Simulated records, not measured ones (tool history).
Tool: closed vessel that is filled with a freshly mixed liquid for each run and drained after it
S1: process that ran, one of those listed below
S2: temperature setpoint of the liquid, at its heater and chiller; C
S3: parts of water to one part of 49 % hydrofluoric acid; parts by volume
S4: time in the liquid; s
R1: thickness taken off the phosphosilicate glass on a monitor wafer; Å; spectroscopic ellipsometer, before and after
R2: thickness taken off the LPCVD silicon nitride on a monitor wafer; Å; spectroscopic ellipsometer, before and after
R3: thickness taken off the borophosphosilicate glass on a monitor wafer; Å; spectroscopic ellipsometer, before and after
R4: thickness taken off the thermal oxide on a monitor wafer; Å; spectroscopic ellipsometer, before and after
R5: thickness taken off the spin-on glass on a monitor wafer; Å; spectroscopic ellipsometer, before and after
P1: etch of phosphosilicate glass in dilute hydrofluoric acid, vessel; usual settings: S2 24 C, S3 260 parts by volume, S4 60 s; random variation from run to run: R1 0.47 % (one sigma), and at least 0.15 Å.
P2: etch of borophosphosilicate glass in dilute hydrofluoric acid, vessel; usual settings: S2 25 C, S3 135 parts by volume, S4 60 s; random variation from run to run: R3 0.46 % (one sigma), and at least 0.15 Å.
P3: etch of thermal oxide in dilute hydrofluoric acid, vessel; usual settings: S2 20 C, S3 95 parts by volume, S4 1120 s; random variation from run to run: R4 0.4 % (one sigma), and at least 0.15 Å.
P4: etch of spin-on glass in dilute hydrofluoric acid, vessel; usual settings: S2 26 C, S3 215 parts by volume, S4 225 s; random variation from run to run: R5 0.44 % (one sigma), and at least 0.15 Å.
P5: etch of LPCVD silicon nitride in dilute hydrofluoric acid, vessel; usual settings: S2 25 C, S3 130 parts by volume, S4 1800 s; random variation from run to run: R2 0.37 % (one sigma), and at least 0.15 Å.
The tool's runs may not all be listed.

run	day	S1	S2	S3	S4	R1	R2	R3	R4	R5
1	0.371	P1	24	260	60	353.64				
2	0.683	P5	25	130	1800		63.927			
3	1.154	P1	24	420	60	189.33				
4	1.396	P2	18	135	60			257.29		
5	1.775	P5	25	130	1800		63.53			
6	2.125	P3	17	95	1120				438.91	
7	2.358	P1	24	260	60	354.56				
8	2.633	P2	25	200	60			211.2		
9	3.071	P5	25	225	1800		37.208			
10	3.354	P1	24	260	60	356.13				
11	3.612	P1	24	260	60	352.99				
12	4.1	P3	20	95	1120				496.39	
13	4.421	P1	24	260	90	532.49				
14	4.892	P4	26	215	225					483.45
15	5.346	P1	24	160	60	638.23				
16	5.692	P2	25	135	105			594.14		
17	6.067	P3	20	95	595				263.67	
18	6.333	P3	20	175	1120				246.84	
19	6.696	P1	29.5	260	105	751.77				
20	7.046	P1	24	260	60	355.98				
21	7.404	P4	26	215	425					899.64
22	7.875	P1	24	260	60	355.57				
23	8.171	P5	25	130	645		22.792			
24	8.425	P1	18	260	60	283.53				
25	8.821	P4	26	215	225					481.78
26	9.154	P1	29	260	60	421.82				
27	9.483	P4	30.5	215	225					555.99
28	10.012	P5	30	130	1800		88.307			
29	10.412	P1	24	260	30	178.47				
30	10.9	P2	25	135	60			335.06		
31	11.421	P4	26	70	225					1757.9
32	11.925	P1	24	260	60	352.68				
33	12.442	P1	24	260	60	363.74				
34	12.954	P1	24	260	60	370.05				
35	13.404	P1	24	260	60	366.6				
36	13.908	P1	24	260	60	372.15				
37	14.171	P1	24	260	60	370.73				
38	14.654	P1	24	260	60	370.83				
39	15.058	P1	24	260	60	370.77				

What P1 gives has crept away from where it was. These 2 causes fit the log equally well, each at the size given:
A: liquid hotter than its thermometer reads (K) = 1.37
B: hydrofluoric acid flow above the setpoint (%) = 3.91
The creep began at about day 11.925.

4 check runs are offered, one wafer each, their results left as question marks. Which one tells the causes apart?
check 1	15.462	P2	19	135	60			?		
check 2	15.462	P5	25	220	1800		?			
check 3	15.462	P3	20	170	1120				?	
check 4	15.462	P4	30	130	225					?

What each check would give under each cause:
check	result	if A	if B
check 1	R3	282.37	279.12
check 2	R2	41.282	39.408
check 3	R4	268.8	266.5
check 4	R5	1067.9	1062.8
How far apart the two closest causes lie, in the result that separates them most: check 1 1.16 %; check 2 4.65 %; check 3 0.86 %; check 4 0.48 %
Only check 2 tells the causes apart: in the others they would give nearly the same result.

Then check 2 was run and gave: R2 41.255 Å. Which cause is it?

It is A: liquid hotter than its thermometer reads (K).
